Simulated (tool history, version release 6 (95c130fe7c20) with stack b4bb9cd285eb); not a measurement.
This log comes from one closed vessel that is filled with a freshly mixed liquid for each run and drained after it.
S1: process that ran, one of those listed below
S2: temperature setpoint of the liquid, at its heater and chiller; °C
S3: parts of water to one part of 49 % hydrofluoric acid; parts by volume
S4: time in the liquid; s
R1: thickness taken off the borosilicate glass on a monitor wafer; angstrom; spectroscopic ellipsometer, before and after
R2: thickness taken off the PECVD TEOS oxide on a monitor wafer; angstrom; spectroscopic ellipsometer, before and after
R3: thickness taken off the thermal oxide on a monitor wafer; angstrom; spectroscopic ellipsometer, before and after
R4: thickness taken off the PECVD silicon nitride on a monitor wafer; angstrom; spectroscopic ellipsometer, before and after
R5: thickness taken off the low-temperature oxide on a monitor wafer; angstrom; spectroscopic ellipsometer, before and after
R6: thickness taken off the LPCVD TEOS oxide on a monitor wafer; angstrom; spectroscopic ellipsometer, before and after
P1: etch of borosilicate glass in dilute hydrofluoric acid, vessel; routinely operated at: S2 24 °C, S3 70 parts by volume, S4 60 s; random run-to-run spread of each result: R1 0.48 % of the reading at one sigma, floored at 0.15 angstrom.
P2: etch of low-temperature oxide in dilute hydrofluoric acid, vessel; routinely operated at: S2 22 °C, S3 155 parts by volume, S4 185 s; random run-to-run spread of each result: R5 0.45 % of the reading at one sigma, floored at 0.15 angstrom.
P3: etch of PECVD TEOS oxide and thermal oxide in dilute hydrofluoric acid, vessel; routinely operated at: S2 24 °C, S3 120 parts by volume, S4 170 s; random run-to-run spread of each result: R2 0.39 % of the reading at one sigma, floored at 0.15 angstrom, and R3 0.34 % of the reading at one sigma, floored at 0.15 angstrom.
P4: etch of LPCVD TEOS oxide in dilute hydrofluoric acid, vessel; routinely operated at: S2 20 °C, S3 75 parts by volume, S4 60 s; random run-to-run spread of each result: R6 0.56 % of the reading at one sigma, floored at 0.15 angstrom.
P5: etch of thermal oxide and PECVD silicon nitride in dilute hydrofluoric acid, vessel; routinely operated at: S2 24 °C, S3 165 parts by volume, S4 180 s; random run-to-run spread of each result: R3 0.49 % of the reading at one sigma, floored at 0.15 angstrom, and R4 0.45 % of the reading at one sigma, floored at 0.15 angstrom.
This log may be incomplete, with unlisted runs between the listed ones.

run	hour	S1	S2	S3	S4	R1	R2	R3	R4	R5	R6
1	3.7	P1	24	70	60	310.1					
2	8.2	P3	24	120	90		134.42	33.475			
3	10.4	P1	24	70	35	180.51					
4	13.2	P5	24	50	180			181.17	142.89		
5	17.8	P5	18.5	165	180			38.226	30.896		
6	20.5	P2	22	155	30					21.091	
7	23	P2	17	155	185					105.57	
8	26	P1	29.5	70	60	388.32					
9	28.9	P3	24	120	170		254.91	62.881			
10	32.9	P1	24	70	60	309.5					
11	36	P1	24	95	30	110.49					
12	39.1	P3	24	190	170		146.51	36.826			
13	43.2	P1	24	70	85	441.59					
14	47.2	P1	17	70	60	231.68					
15	49.9	P3	18	120	170		199.21	49.533			
16	52.2	P1	24	115	60	179.06					
17	57.1	P5	24	165	180			47.718	44.384		
18	61.3	P2	22	55	185					409.03	
19	65.6	P5	24	165	325			86.354	80.833		
20	68	P2	22	155	185					129.52	
21	72.1	P4	20	35	60						800.38
22	77	P4	20	75	60						356.11
23	80.6	P2	22	155	185					129.58	
24	83.5	P1	24	70	60	308.63					
25	86.6	P1	24	20	60	1160.4					
# hour 88.4: thermometer replaced
26	89.2	P3	24	120	170		252.8	63.287			
27	93.5	P1	24	70	60	308.92					
28	97.5	P1	24	70	60	310.27					
29	100.8	P4	20	75	30						176.24
30	104	P4	17	75	60						314.6
31	107.7	P1	24	70	60	312.34					
32	111.9	P1	24	70	60	318.01					
33	115.5	P1	24	70	60	322.44					
34	119.3	P1	24	70	60	323.03					
35	121.5	P1	24	70	60	325.07					
36	124.5	P1	24	70	60	327.61					
37	127	P1	24	70	60	327.86					
38	131.8	P1	24	70	60	327.89					
39	136	P1	24	70	60	328.72					
40	139.6	P1	24	70	60	330.26					

Compared with where it was, what P1 gives has crept away. Each cause listed below fits the log as well as the rest, at the size given for it:
A: hydrofluoric acid flow above the setpoint (%) = 5.56
B: liquid hotter than its thermometer reads (K) = 1.47
Onset of the creep was near hour 107.7.

The check runs listed below each take one wafer, and their results are still question marks. Under which run would the listed causes lead to clearly different results?
check 1	143.2	P2	22	155	185					?	
check 2	143.2	P3	24	120	170		?	?			
check 3	143.2	P5	24	165	180			?	?		
check 4	143.2	P4	20	75	60						?

If the cause were each of the candidates in turn, the checks would give the following:
check	result	if A	if B
check 1	R5	138.43	137.57
check 2	R2	269.77	268.51
check 2	R3	67.074	66.761
check 3	R3	50.747	50.307
check 3	R4	46.814	48.73
check 4	R6	377.17	378.03
Distance between the nearest two causes, measured in the result of the check that separates them most: check 1 0.62 %; check 2 0.47 %; check 3 4.01 %; check 4 0.23 %
Only check 3 tells the causes apart: in the others they would give nearly the same result.

With check 3 done, the readings were: R3 50.507 angstrom; R4 46.444 angstrom. Identify which of the listed causes applies.

A is the cause: hydrofluoric acid flow above the setpoint (%).

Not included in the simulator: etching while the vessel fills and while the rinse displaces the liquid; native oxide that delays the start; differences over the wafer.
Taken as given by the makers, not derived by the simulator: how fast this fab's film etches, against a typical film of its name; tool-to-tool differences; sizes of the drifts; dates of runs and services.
